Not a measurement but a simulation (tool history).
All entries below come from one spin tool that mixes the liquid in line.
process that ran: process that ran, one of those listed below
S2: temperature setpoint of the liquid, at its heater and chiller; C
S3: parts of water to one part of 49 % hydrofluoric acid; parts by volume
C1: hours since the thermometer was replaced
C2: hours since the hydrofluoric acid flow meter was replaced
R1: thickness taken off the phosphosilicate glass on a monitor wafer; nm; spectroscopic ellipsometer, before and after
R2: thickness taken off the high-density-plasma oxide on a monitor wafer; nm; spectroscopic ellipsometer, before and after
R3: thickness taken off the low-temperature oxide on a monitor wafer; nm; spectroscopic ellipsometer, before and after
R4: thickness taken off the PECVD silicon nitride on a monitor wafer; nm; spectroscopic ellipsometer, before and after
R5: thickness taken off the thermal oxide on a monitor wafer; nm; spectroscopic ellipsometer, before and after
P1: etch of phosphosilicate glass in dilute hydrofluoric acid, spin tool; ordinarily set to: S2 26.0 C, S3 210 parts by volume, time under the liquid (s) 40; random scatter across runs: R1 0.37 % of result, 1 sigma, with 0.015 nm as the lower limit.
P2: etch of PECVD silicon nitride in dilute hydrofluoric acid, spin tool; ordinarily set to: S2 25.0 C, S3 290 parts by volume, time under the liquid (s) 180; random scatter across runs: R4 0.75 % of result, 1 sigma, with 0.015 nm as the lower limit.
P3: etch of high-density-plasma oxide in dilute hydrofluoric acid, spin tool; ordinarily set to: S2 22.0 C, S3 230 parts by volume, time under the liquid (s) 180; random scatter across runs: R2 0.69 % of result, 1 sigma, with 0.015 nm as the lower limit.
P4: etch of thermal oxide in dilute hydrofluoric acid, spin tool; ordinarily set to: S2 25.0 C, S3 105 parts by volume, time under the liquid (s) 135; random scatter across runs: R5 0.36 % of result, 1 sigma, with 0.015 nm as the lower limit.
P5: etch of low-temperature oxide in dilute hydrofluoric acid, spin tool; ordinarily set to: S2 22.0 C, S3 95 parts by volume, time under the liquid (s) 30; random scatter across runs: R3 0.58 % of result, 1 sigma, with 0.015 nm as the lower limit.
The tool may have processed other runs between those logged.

run 1 hour=8.1 | process_that_ran=P1 S2=26.0 S3=210 time_under_the_liquid_(s)=40 | C1=892.9 C2=539.0 | R1=10.8340
run 2 hour=20.4 | process_that_ran=P3 S2=22.0 S3=90 time_under_the_liquid_(s)=180 | C1=905.2 C2=551.3 | R2=10.1950
run 3 hour=29.7 | process_that_ran=P3 S2=22.0 S3=230 time_under_the_liquid_(s)=65 | C1=914.5 C2=560.6 | R2=1.2498
run 4 hour=37.0 | process_that_ran=P1 S2=26.0 S3=210 time_under_the_liquid_(s)=40 | C1=921.8 C2=567.9 | R1=10.7120
run 5 hour=46.1 | process_that_ran=P1 S2=26.0 S3=210 time_under_the_liquid_(s)=40 | C1=930.9 C2=577.0 | R1=10.8060
-- hour=56.1 hydrofluoric acid flow meter replaced
run 6 hour=59.5 | process_that_ran=P1 S2=26.0 S3=210 time_under_the_liquid_(s)=40 | C1=944.3 C2=3.5 | R1=10.7750
run 7 hour=73.5 | process_that_ran=P1 S2=30.5 S3=295 time_under_the_liquid_(s)=40 | C1=958.3 C2=17.5 | R1=8.1517
run 8 hour=83.5 | process_that_ran=P1 S2=26.0 S3=210 time_under_the_liquid_(s)=40 | C1=968.3 C2=27.5 | R1=10.7440
run 9 hour=92.4 | process_that_ran=P5 S2=22.0 S3=95 time_under_the_liquid_(s)=65 | C1=977.2 C2=36.4 | R3=13.7180
run 10 hour=100.5 | process_that_ran=P3 S2=22.0 S3=230 time_under_the_liquid_(s)=180 | C1=985.3 C2=44.5 | R2=3.4223
run 11 hour=114.3 | process_that_ran=P1 S2=31.0 S3=110 time_under_the_liquid_(s)=40 | C1=999.1 C2=58.3 | R1=27.9240
run 12 hour=122.6 | process_that_ran=P1 S2=32.5 S3=210 time_under_the_liquid_(s)=40 | C1=1007.4 C2=66.6 | R1=13.4410
run 13 hour=134.1 | process_that_ran=P2 S2=25.0 S3=75 time_under_the_liquid_(s)=180 | C1=1018.9 C2=78.1 | R4=12.0720
run 14 hour=144.9 | process_that_ran=P1 S2=26.0 S3=210 time_under_the_liquid_(s)=15 | C1=1029.7 C2=88.9 | R1=4.0006
run 15 hour=157.4 | process_that_ran=P4 S2=25.0 S3=105 time_under_the_liquid_(s)=25 | C1=1042.2 C2=101.4 | R5=1.1244
run 16 hour=164.9 | process_that_ran=P1 S2=26.0 S3=295 time_under_the_liquid_(s)=40 | C1=1049.7 C2=108.9 | R1=6.9821
run 17 hour=177.4 | process_that_ran=P2 S2=25.0 S3=290 time_under_the_liquid_(s)=180 | C1=1062.2 C2=121.4 | R4=3.1423
run 18 hour=189.1 | process_that_ran=P5 S2=22.0 S3=95 time_under_the_liquid_(s)=30 | C1=1073.9 C2=133.1 | R3=6.3598
run 19 hour=202.1 | process_that_ran=P5 S2=22.0 S3=95 time_under_the_liquid_(s)=30 | C1=1086.9 C2=146.1 | R3=6.2652
run 20 hour=211.5 | process_that_ran=P1 S2=18.0 S3=370 time_under_the_liquid_(s)=40 | C1=1096.3 C2=155.5 | R1=3.9376
-- hour=213.0 thermometer replaced
run 21 hour=218.7 | process_that_ran=P4 S2=25.0 S3=35 time_under_the_liquid_(s)=135 | C1=5.7 C2=162.7 | R5=19.4710
run 22 hour=230.2 | process_that_ran=P3 S2=17.0 S3=230 time_under_the_liquid_(s)=180 | C1=17.2 C2=174.2 | R2=2.7804
run 23 hour=243.7 | process_that_ran=P1 S2=26.0 S3=95 time_under_the_liquid_(s)=40 | C1=30.7 C2=187.7 | R1=27.2380
run 24 hour=256.2 | process_that_ran=P1 S2=26.0 S3=210 time_under_the_liquid_(s)=40 | C1=43.2 C2=200.2 | R1=10.7380
run 25 hour=266.9 | process_that_ran=P3 S2=22.0 S3=230 time_under_the_liquid_(s)=180 | C1=53.9 C2=210.9 | R2=3.3797
run 26 hour=277.6 | process_that_ran=P2 S2=32.0 S3=290 time_under_the_liquid_(s)=180 | C1=64.6 C2=221.6 | R4=4.7730
run 27 hour=285.7 | process_that_ran=P2 S2=25.0 S3=290 time_under_the_liquid_(s)=360 | C1=72.7 C2=229.7 | R4=6.2186
run 28 hour=298.9 | process_that_ran=P4 S2=25.0 S3=105 time_under_the_liquid_(s)=135 | C1=85.9 C2=242.9 | R5=5.8987
run 29 hour=310.7 | process_that_ran=P4 S2=29.0 S3=105 time_under_the_liquid_(s)=135 | C1=97.7 C2=254.7 | R5=6.9596
run 30 hour=317.3 | process_that_ran=P1 S2=21.0 S3=210 time_under_the_liquid_(s)=40 | C1=104.3 C2=261.3 | R1=8.9001
run 31 hour=323.5 | process_that_ran=P1 S2=26.0 S3=210 time_under_the_liquid_(s)=80 | C1=110.5 C2=267.5 | R1=21.5350
run 32 hour=330.4 | process_that_ran=P5 S2=22.0 S3=160 time_under_the_liquid_(s)=30 | C1=117.4 C2=274.4 | R3=3.4697
run 33 hour=340.7 | process_that_ran=P5 S2=30.5 S3=95 time_under_the_liquid_(s)=30 | C1=127.7 C2=284.7 | R3=8.8136
run 34 hour=347.2 | process_that_ran=P1 S2=26.0 S3=210 time_under_the_liquid_(s)=40 | C1=134.2 C2=291.2 | R1=10.7020
run 35 hour=360.1 | process_that_ran=P1 S2=26.0 S3=210 time_under_the_liquid_(s)=40 | C1=147.1 C2=304.1 | R1=10.9160
run 36 hour=367.2 | process_that_ran=P1 S2=26.0 S3=210 time_under_the_liquid_(s)=40 | C1=154.2 C2=311.2 | R1=11.0580
run 37 hour=375.9 | process_that_ran=P1 S2=26.0 S3=210 time_under_the_liquid_(s)=40 | C1=162.9 C2=319.9 | R1=11.1760
run 38 hour=386.7 | process_that_ran=P1 S2=26.0 S3=210 time_under_the_liquid_(s)=40 | C1=173.7 C2=330.7 | R1=11.1670
run 39 hour=398.1 | process_that_ran=P1 S2=26.0 S3=210 time_under_the_liquid_(s)=40 | C1=185.1 C2=342.1 | R1=11.3010
run 40 hour=406.2 | process_that_ran=P1 S2=26.0 S3=210 time_under_the_liquid_(s)=40 | C1=193.2 C2=350.2 | R1=11.3360
run 41 hour=420.1 | process_that_ran=P1 S2=26.0 S3=210 time_under_the_liquid_(s)=40 | C1=207.1 C2=364.1 | R1=11.2980
run 42 hour=428.3 | process_that_ran=P1 S2=26.0 S3=210 time_under_the_liquid_(s)=40 | C1=215.3 C2=372.3 | R1=11.3010
run 43 hour=436.2 | process_that_ran=P1 S2=26.0 S3=210 time_under_the_liquid_(s)=40 | C1=223.2 C2=380.2 | R1=11.3660
run 44 hour=445.9 | process_that_ran=P1 S2=26.0 S3=210 time_under_the_liquid_(s)=40 | C1=232.9 C2=389.9 | R1=11.3770

Something has made what P1 gives creep away from where it was; the 2 causes below, each at its own stated size, fit the log equally well:
A: liquid hotter than its thermometer reads (K) = 1.44
B: hydrofluoric acid flow above the setpoint (%) = 4.25
The creep began at about hour 347.2.

Consider the 4 single-wafer check runs listed below, results given as question marks: which one distinguishes between the causes by giving clearly different results for each?
run check 1 hour=455.6 | process_that_ran=P4 S2=28.5 S3=105 time_under_the_liquid_(s)=135 | R5=?
run check 2 hour=455.6 | process_that_ran=P3 S2=22.0 S3=120 time_under_the_liquid_(s)=180 | R2=?
run check 3 hour=455.6 | process_that_ran=P2 S2=25.0 S3=85 time_under_the_liquid_(s)=340 | R4=?
run check 4 hour=455.6 | process_that_ran=P5 S2=27.5 S3=95 time_under_the_liquid_(s)=60 | R3=?

Predicted outcomes, by check and by cause:
check=check_1 result=R5 if_A=7.1601 if_B=7.1122
check=check_2 result=R2 if_A=7.8120 if_B=7.7363
check=check_3 result=R4 if_A=22.1770 if_B=21.0310
check=check_4 result=R3 if_A=16.5720 if_B=16.4340
How far apart the two closest causes lie, in the result that separates them most: check 1 0.67 %; check 2 0.97 %; check 3 5.31 %; check 4 0.83 %
Check 3 is the one run that separates the causes; every other check would come out nearly the same whichever cause is at work.

Running check 3 produced the following: R4 20.8120 nm. Which one of the listed causes fits?

B is the cause: hydrofluoric acid flow above the setpoint (%).
